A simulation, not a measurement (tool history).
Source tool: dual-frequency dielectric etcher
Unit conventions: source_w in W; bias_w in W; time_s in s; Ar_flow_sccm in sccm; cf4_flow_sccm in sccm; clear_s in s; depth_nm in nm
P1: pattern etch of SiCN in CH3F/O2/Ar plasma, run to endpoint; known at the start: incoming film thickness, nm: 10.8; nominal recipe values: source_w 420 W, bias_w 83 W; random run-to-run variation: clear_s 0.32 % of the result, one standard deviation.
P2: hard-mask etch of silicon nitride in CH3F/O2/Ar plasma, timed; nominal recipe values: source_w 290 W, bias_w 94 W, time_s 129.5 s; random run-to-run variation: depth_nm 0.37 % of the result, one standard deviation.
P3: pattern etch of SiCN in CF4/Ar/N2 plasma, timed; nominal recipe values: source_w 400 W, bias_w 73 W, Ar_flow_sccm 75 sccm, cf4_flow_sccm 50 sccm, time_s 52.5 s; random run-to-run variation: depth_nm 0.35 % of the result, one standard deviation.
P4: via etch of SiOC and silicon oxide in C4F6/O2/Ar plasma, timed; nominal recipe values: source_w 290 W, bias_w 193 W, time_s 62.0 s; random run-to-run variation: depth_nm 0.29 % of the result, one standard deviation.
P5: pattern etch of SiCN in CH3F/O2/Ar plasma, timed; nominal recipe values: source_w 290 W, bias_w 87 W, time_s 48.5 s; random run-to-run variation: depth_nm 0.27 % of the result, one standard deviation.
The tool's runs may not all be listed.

| run | hour | process | source_w | bias_w | time_s | Ar_flow_sccm | cf4_flow_sccm | clear_s | depth_nm |
|---|---|---|---|---|---|---|---|---|---|
| 1 | 9.2 | P1 | 420 | 83 |  |  |  | 26.130 |  |
| 2 | 18.2 | P1 | 420 | 83 |  |  |  | 26.023 |  |
| 3 | 24.9 | P2 | 230 | 94 | 129.5 |  |  |  | 80.831 |
| 4 | 29.7 | P1 | 420 | 83 |  |  |  | 26.203 |  |
| 5 | 37.4 | P1 | 310 | 62 |  |  |  | 32.490 |  |
| 6 | 43.8 | P4 | 290 | 193 | 62.0 |  |  |  | 63.953 |
| 7 | 48.0 | P2 | 290 | 94 | 190.5 |  |  |  | 131.380 |
| 8 | 52.8 | P1 | 420 | 118 |  |  |  | 22.836 |  |
| 9 | 60.3 | P5 | 290 | 87 | 48.5 |  |  |  | 17.484 |
| 10 | 68.3 | P4 | 370 | 193 | 62.0 |  |  |  | 70.024 |
| 11 | 74.7 | P2 | 290 | 62 | 129.5 |  |  |  | 76.584 |
| 12 | 82.3 | P2 | 290 | 94 | 129.5 |  |  |  | 89.931 |
| 13 | 89.4 | P1 | 420 | 83 |  |  |  | 26.077 |  |
| 14 | 95.5 | P1 | 340 | 55 |  |  |  | 32.836 |  |
| 15 | 102.2 | P5 | 290 | 61 | 48.5 |  |  |  | 15.403 |
| 16 | 106.6 | P3 | 400 | 52 | 52.5 | 75 | 50 |  | 36.555 |
| 17 | 112.4 | P1 | 420 | 83 |  |  |  | 26.091 |  |
| 18 | 121.9 | P1 | 280 | 83 |  |  |  | 30.515 |  |
| 19 | 128.5 | P4 | 290 | 125 | 62.0 |  |  |  | 55.821 |
| 20 | 133.2 | P3 | 400 | 73 | 76.0 | 75 | 50 |  | 59.112 |
| 21 | 142.5 | P2 | 290 | 94 | 129.5 |  |  |  | 88.654 |
| 22 | 148.8 | P3 | 400 | 73 | 52.5 | 75 | 50 |  | 41.105 |
| 23 | 156.0 | P4 | 290 | 193 | 83.5 |  |  |  | 86.417 |
| 24 | 165.5 | P5 | 370 | 87 | 48.5 |  |  |  | 19.143 |
| 25 | 171.3 | P5 | 290 | 87 | 48.5 |  |  |  | 17.546 |
| 26 | 178.8 | P1 | 340 | 101 |  |  |  | 26.245 |  |
| 27 | 187.1 | P3 | 400 | 73 | 52.5 | 75 | 70 |  | 43.016 |
| 28 | 193.5 | P3 | 510 | 73 | 52.5 | 75 | 50 |  | 50.450 |
|  | 195.3 | wet clean of the chamber |
| 29 | 197.7 | P1 | 420 | 83 |  |  |  | 26.142 |  |
| 30 | 206.3 | P1 | 540 | 83 |  |  |  | 23.706 |  |
| 31 | 214.3 | P5 | 290 | 87 | 70.0 |  |  |  | 25.139 |
| 32 | 223.9 | P1 | 420 | 57 |  |  |  | 29.950 |  |
| 33 | 229.5 | P3 | 400 | 73 | 52.5 | 48 | 50 |  | 43.909 |
| 34 | 238.0 | P1 | 420 | 83 |  |  |  | 26.028 |  |
| 35 | 242.9 | P1 | 420 | 83 |  |  |  | 26.003 |  |
| 36 | 251.2 | P1 | 420 | 83 |  |  |  | 25.919 |  |
| 37 | 256.1 | P1 | 420 | 83 |  |  |  | 25.775 |  |
|  | 256.9 | wet clean of the chamber |
| 38 | 263.1 | P1 | 420 | 83 |  |  |  | 25.837 |  |
| 39 | 272.6 | P1 | 420 | 83 |  |  |  | 25.845 |  |
| 40 | 278.6 | P1 | 420 | 83 |  |  |  | 25.858 |  |

Forecast run 41:
| 41 | 283.4 | P1 | 420 | 83 |  |  |  | ? |  |

clear_s: 25.765 s

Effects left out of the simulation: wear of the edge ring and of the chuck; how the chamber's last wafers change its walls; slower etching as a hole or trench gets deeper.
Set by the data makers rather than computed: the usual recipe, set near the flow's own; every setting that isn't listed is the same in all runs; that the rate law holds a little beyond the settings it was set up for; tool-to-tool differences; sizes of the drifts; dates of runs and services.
